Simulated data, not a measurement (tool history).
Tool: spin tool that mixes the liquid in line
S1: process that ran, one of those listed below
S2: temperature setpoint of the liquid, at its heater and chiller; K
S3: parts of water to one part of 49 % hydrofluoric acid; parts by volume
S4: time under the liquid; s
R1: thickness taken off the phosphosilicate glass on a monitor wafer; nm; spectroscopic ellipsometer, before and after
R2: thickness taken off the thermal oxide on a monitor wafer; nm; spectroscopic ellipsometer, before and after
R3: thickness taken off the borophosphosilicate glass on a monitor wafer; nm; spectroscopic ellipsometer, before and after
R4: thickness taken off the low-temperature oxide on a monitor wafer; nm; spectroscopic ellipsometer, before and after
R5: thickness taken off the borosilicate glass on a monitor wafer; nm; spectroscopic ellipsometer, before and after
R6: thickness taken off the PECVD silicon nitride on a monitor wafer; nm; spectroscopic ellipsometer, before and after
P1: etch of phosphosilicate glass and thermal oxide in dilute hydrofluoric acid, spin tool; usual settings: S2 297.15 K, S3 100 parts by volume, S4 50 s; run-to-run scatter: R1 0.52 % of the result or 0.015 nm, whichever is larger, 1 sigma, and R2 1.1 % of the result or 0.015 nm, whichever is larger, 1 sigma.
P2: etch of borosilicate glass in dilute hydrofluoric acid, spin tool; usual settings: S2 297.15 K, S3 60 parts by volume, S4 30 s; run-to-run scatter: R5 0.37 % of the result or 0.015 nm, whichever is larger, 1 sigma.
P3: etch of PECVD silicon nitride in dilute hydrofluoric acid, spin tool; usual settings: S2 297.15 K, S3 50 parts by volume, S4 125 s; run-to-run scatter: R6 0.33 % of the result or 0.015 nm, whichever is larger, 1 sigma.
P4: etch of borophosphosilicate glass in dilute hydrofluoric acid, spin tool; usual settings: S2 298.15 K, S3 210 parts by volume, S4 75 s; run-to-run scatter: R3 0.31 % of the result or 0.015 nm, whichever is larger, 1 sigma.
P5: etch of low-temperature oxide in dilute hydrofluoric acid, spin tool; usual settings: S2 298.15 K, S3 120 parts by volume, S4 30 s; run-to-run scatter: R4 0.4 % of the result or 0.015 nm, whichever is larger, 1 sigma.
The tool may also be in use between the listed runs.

run	hour	S1	S2	S3	S4	R1	R2	R3	R4	R5	R6
1	5.5	P1	297.15	100	50	55.544	2.38470				
2	11.1	P1	297.15	100	50	55.237	2.44210				
3	16.7	P1	297.15	100	15	16.583	0.73796				
4	24.8	P1	290.15	100	50	41.857	1.83350				
5	29.9	P4	298.15	210	75			26.833			
6	37.7	P1	297.15	100	50	55.459	2.42680				
7	45.3	P5	293.15	120	30				7.1703		
8	50.9	P1	297.15	100	50	55.001	2.34710				
9	57.5	P2	297.15	60	60					30.7650	
10	66.1	P2	297.15	90	30					9.9392	
11	70.1	P1	297.15	100	50	55.340	2.40850				
12	76.7	P4	298.15	210	75			26.778			
13	84.9	P2	297.15	60	30					15.4220	
14	90.2	P3	297.15	50	125						9.6825
15	94.8	P1	297.15	100	80	88.260	3.87250				
16	102.7	P1	297.15	100	50	55.334	2.42390				
17	108.5	P2	290.15	60	30					11.5370	
18	116.0	P1	297.15	35	50	170.280	7.46440				
19	124.0	P4	298.15	70	75			94.729			
20	132.7	P5	298.15	120	60				17.6200		
21	140.0	P1	297.15	65	85	150.650	6.62030				

Run 22 comes next. What will it give?
22	148.5	P4	290.15	210	75			?			

{"run 22": {"R3": 19.798}}

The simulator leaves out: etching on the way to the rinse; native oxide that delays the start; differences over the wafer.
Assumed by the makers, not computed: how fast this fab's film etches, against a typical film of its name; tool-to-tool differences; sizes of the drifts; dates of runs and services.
